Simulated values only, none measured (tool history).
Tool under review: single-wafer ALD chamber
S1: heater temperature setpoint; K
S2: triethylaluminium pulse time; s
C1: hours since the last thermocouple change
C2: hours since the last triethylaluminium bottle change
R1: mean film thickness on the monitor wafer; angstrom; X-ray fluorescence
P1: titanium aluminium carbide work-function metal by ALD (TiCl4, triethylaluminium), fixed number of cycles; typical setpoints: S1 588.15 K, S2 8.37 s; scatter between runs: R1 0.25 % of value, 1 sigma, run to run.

run 1 hour=8 | S1=588.15 S2=8.37 | C1=591.7 C2=1416.6 | R1=20.881
run 2 hour=15.5 | S1=588.15 S2=8.37 | C1=599.2 C2=1424.1 | R1=20.871
run 3 hour=20.9 | S1=588.15 S2=8.37 | C1=604.6 C2=1429.5 | R1=20.821
run 4 hour=31 | S1=588.15 S2=8.37 | C1=614.7 C2=1439.6 | R1=20.921
run 5 hour=38.9 | S1=577.15 S2=11.61 | C1=622.6 C2=1447.5 | R1=20.725
run 6 hour=46.8 | S1=565.15 S2=3.69 | C1=630.5 C2=1455.4 | R1=14.44
run 7 hour=54.8 | S1=573.15 S2=8.37 | C1=638.5 C2=1463.4 | R1=19.497
run 8 hour=64.6 | S1=610.15 S2=8.37 | C1=648.3 C2=1473.2 | R1=22.73
run 9 hour=69.6 | S1=588.15 S2=8.37 | C1=653.3 C2=1478.2 | R1=20.84
run 10 hour=80.1 | S1=588.15 S2=8.37 | C1=663.8 C2=1488.7 | R1=20.888
run 11 hour=90 | S1=588.15 S2=2.85 | C1=673.7 C2=1498.6 | R1=13.852
run 12 hour=98.1 | S1=588.15 S2=11.23 | C1=681.8 C2=1506.7 | R1=21.699
run 13 hour=103 | S1=588.15 S2=8.37 | C1=686.7 C2=1511.6 | R1=20.907
run 14 hour=112.7 | S1=588.15 S2=8.37 | C1=696.4 C2=1521.3 | R1=20.492
run 15 hour=117.4 | S1=588.15 S2=8.37 | C1=701.1 C2=1526 | R1=20.505
run 16 hour=123.8 | S1=588.15 S2=8.37 | C1=707.5 C2=1532.4 | R1=20.525
run 17 hour=129.5 | S1=588.15 S2=8.37 | C1=713.2 C2=1538.1 | R1=20.468
run 18 hour=138.7 | S1=588.15 S2=8.37 | C1=722.4 C2=1547.3 | R1=20.455
run 19 hour=148.8 | S1=588.15 S2=8.37 | C1=732.5 C2=1557.4 | R1=20.527

What P1 gives has crept away from where it was. These 2 causes fit the log equally well, each at the size given:
A: wafer temperature below the value expected at the setpoint (K) = 4.61
B: triethylaluminium dose below that of a fresh bottle (%) = 9.66
The gradual shift began around hour 103.

4 check runs are offered, one wafer each, their results left as question marks. Which one tells the causes apart?
run check 1 hour=158.9 | S1=578.15 S2=8.37 | R1=?
run check 2 hour=158.9 | S1=599.15 S2=5.1 | R1=?
run check 3 hour=158.9 | S1=606.15 S2=8.37 | R1=?
run check 4 hour=158.9 | S1=597.15 S2=8.37 | R1=?

If the cause were each of the candidates in turn, the checks would give the following:
check=check_1 result=R1 if_A=19.6 if_B=19.612
check=check_2 result=R1 if_A=18.76 if_B=18.373
check=check_3 result=R1 if_A=22.007 if_B=21.982
check=check_4 result=R1 if_A=21.228 if_B=21.215
Minimum pairwise separation of causes per check, each pair taken at its best-separating result: check 1 0.07 %; check 2 2.08 %; check 3 0.11 %; check 4 0.06 %
The other checks would show nearly matching results whichever cause is true, so check 2 is the only one that separates the causes.

Here is what check 2 returned: R1 18.797 angstrom. Which cause is it?

A is the cause: wafer temperature below the value expected at the setpoint (K).
